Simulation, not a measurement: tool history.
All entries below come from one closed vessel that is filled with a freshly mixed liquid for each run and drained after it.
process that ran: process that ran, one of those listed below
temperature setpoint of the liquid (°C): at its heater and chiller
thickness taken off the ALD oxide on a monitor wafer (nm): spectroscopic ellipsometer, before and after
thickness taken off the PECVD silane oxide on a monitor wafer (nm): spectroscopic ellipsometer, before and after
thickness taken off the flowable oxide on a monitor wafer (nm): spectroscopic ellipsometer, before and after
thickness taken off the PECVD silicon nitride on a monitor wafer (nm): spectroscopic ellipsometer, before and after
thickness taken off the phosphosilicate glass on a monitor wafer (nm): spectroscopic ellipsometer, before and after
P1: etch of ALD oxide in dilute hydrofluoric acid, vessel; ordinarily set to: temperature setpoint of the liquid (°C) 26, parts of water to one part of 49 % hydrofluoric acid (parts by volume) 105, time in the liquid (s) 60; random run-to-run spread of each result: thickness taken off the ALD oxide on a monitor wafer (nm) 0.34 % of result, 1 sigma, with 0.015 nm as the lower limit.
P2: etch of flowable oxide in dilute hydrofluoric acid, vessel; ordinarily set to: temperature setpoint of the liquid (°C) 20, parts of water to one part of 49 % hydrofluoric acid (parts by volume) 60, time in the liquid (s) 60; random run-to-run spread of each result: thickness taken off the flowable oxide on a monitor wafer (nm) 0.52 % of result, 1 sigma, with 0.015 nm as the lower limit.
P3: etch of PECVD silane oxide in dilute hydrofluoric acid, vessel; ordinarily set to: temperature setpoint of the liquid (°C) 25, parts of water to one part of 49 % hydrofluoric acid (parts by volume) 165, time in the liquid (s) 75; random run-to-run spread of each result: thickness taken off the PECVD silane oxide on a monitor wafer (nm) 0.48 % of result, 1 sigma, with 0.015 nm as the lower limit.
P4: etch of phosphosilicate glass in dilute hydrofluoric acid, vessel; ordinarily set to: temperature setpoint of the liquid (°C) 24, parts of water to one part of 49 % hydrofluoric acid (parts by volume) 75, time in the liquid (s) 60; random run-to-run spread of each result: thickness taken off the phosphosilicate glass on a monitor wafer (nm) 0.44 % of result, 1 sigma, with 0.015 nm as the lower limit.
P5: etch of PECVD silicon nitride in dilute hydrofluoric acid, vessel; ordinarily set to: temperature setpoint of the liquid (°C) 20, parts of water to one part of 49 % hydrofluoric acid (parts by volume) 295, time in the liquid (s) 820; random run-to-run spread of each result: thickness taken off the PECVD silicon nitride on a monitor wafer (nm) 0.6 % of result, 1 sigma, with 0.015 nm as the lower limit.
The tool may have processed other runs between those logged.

run     day  process that ran  temperature setpoint of the liquid (°C)  parts of water to one part of 49 % hydrofluoric acid (parts by volume)  time in the liquid (s)  thickness taken off the ALD oxide on a monitor wafer (nm)  thickness taken off the PECVD silane oxide on a monitor wafer (nm)  thickness taken off the flowable oxide on a monitor wafer (nm)  thickness taken off the PECVD silicon nitride on a monitor wafer (nm)  thickness taken off the phosphosilicate glass on a monitor wafer (nm)
  1   0.704                P1                                       26                                                                     105                      60                                                     11.983
  2   1.125                P3                                       25                                                                     165                      75                                                                                                                         14.859
  3   1.829                P3                                       18                                                                     165                      75                                                                                                                         11.413
  4   2.142                P1                                       18                                                                     105                      60                                                     8.5877
  5   2.596                P2                                       20                                                                      60                      30                                                                                                                                                                                         19.524
  6   3.262                P1                                       26                                                                     105                      60                                                     11.933
  7   3.754                P1                                       26                                                                     105                      60                                                     11.945
  8   4.438                P1                                       26                                                                     105                      60                                                     11.958
  9   4.888                P5                                       17                                                                     295                     820                                                                                                                                                                                                                                                                3.9382
 10   5.192                P4                                       24                                                                      75                      90                                                                                                                                                                                                                                                                                                                                       249.88
 11    5.85                P4                                       24                                                                      75                      60                                                                                                                                                                                                                                                                                                                                       165.63
 12   6.546                P2                                       20                                                                     105                      60                                                                                                                                                                                         21.392
 13   7.142                P4                                       24                                                                     135                      60                                                                                                                                                                                                                                                                                                                                       85.709
 14   7.817                P2                                       20                                                                      60                      60                                                                                                                                                                                         38.876
 15   8.129                P1                                       26                                                                     105                      30                                                     6.0106
 16   8.796                P1                                       26                                                                     180                      60                                                     6.3468
 17   9.296                P5                                       20                                                                     295                     435                                                                                                                                                                                                                                                                2.5686
 18   9.754                P2                                       20                                                                      60                      60                                                                                                                                                                                         39.248
 19    10.2                P1                                       26                                                                     105                     110                                                     21.811
 20  10.767                P1                                       26                                                                     105                      60                                                      11.96
 21  11.167                P1                                     33.5                                                                     105                      60                                                     15.849
 22  11.788                P1                                       26                                                                      40                      60                                                     34.209
     11.996  -- thermometer replaced
 23   12.15                P4                                       17                                                                      75                      60                                                                                                                                                                                                                                                                                                                                       124.55
 24  12.746                P1                                       26                                                                     105                      60                                                     11.951
 25  13.233                P5                                       20                                                                     295                     820                                                                                                                                                                                                                                                                 4.793
 26  13.917                P2                                       17                                                                      60                      60                                                                                                                                                                                          34.33
 27  14.383                P3                                       25                                                                     105                      75                                                                                                                         25.292
 28  14.829                P1                                       26                                                                     165                      95                                                     11.156
 29  15.208                P3                                       25                                                                     165                      30                                                                                                                         6.0217
 30  15.529                P5                                       20                                                                      60                     820                                                                                                                                                                                                                                                                22.371
 31      16                P1                                       26                                                                     105                      60                                                     11.952
 32   16.55                P1                                       26                                                                     105                      60                                                     11.506
 33  17.021                P1                                       26                                                                     105                      60                                                     11.405
 34  17.725                P1                                       26                                                                     105                      60                                                     11.143
 35  18.333                P1                                       26                                                                     105                      60                                                     11.052
 36  18.767                P1                                       26                                                                     105                      60                                                     11.072
 37  19.275                P1                                       26                                                                     105                      60                                                     10.976
 38    19.7                P1                                       26                                                                     105                      60                                                     10.972
 39  20.271                P1                                       26                                                                     105                      60                                                     10.958

P1 no longer gives what it gave before; its output has crept away from where it was. The following 2 causes, each at its listed size, fit the log equally well:
A: liquid colder than its thermometer reads (K) = 2.2
B: hydrofluoric acid flow below the setpoint (%) = 7.26
Creep in the process output first set in at about day 16.

4 check runs are offered, one wafer each, their results left as question marks. Which one tells the causes apart?
check 1  20.842                P3                                     19.5                                                                     165                      45                                                                                                                              ?
check 2  20.842                P4                                       17                                                                     135                      60                                                                                                                                                                                                                                                                                                                                            ?
check 3  20.842                P2                                       20                                                                     105                      35                                                                                                                                                                                              ?
check 4  20.842                P5                                       20                                                                     110                     820                                                                                                                                                                                                                                                                     ?

How each check would come out, cause by cause:
  check                                                                 result    if A    if B
check 1     thickness taken off the PECVD silane oxide on a monitor wafer (nm)  6.6484  6.6474
check 2  thickness taken off the phosphosilicate glass on a monitor wafer (nm)  59.092  59.457
check 3         thickness taken off the flowable oxide on a monitor wafer (nm)  11.301  11.375
check 4  thickness taken off the PECVD silicon nitride on a monitor wafer (nm)    10.8  11.665
Distance between the nearest two causes, measured in the result of the check that separates them most: check 1 0.02 %; check 2 0.62 %; check 3 0.65 %; check 4 7.7 %
The other checks would show nearly matching results whichever cause is true, so check 4 is the only one that separates the causes.

Check 4 has now been run. It gave: thickness taken off the PECVD silicon nitride on a monitor wafer (nm) 11.666. Which of the candidate causes is it?

Of the candidate causes, it is B: hydrofluoric acid flow below the setpoint (%).
